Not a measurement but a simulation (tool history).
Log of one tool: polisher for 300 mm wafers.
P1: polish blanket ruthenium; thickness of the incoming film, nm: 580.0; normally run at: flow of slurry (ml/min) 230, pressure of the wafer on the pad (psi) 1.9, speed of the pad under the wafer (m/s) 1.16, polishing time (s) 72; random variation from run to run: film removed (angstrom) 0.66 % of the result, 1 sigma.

| run | hour | flow of slurry (ml/min) | pressure of the wafer on the pad (psi) | speed of the pad under the wafer (m/s) | polishing time (s) | film removed (angstrom) |
|---|---|---|---|---|---|---|
| 1 | 3.3 | 230 | 1.9 | 1.16 | 72 | 834.81 |
| 2 | 5.6 | 230 | 1.9 | 1.16 | 72 | 837.69 |
| 3 | 8.2 | 230 | 1.9 | 0.76 | 72 | 550.16 |
| 4 | 12.7 | 355 | 1.9 | 1.16 | 72 | 876.53 |
| 5 | 15.4 | 145 | 1.9 | 1.16 | 72 | 784.64 |
| 6 | 19.1 | 230 | 1.9 | 1.16 | 72 | 826.34 |
| 7 | 22.1 | 230 | 1.9 | 1.16 | 32 | 372.42 |
| 8 | 26 | 320 | 2.5 | 1.16 | 72 | 1140.2 |
| 9 | 28.6 | 230 | 1.9 | 1.16 | 72 | 830.45 |
| 10 | 31.2 | 230 | 1.9 | 1.16 | 72 | 847.52 |
| 11 | 34.6 | 230 | 1.9 | 1.16 | 112 | 1288.6 |
| 12 | 38.4 | 230 | 1.1 | 1.76 | 72 | 733.43 |
|  | 40.4 | head pressure recalibrated |
| 13 | 40.5 | 230 | 1.9 | 1.16 | 72 | 837.14 |
| 14 | 44.2 | 230 | 0.9 | 1.16 | 72 | 396.15 |
| 15 | 48.2 | 150 | 1.9 | 1.16 | 99 | 1082.5 |
| 16 | 52.2 | 230 | 1.9 | 1.78 | 72 | 1297 |
| 17 | 54.3 | 230 | 2.9 | 1.16 | 72 | 1271.8 |
| 18 | 57.8 | 230 | 1.9 | 1.16 | 72 | 835.12 |
| 19 | 60.3 | 230 | 1.9 | 1.16 | 72 | 839.45 |
| 20 | 62.6 | 230 | 1.9 | 1.16 | 72 | 814.8 |
| 21 | 67.1 | 230 | 1.9 | 1.16 | 72 | 816.1 |
| 22 | 71.6 | 230 | 1.9 | 1.16 | 72 | 793.41 |
|  | 73.8 | worn pad replaced by a new one |
| 23 | 75 | 230 | 1.9 | 1.16 | 72 | 793.14 |
| 24 | 78.6 | 230 | 1.9 | 1.16 | 72 | 785.83 |
| 25 | 83.3 | 230 | 1.9 | 1.16 | 72 | 795.48 |
| 26 | 87.7 | 230 | 1.9 | 1.16 | 72 | 779.84 |

Run 27 comes next. What will it give?
| 27 | 89.7 | 230 | 1.9 | 1.16 | 72 | ? |

Run 27 gave film removed (angstrom) 793.23.

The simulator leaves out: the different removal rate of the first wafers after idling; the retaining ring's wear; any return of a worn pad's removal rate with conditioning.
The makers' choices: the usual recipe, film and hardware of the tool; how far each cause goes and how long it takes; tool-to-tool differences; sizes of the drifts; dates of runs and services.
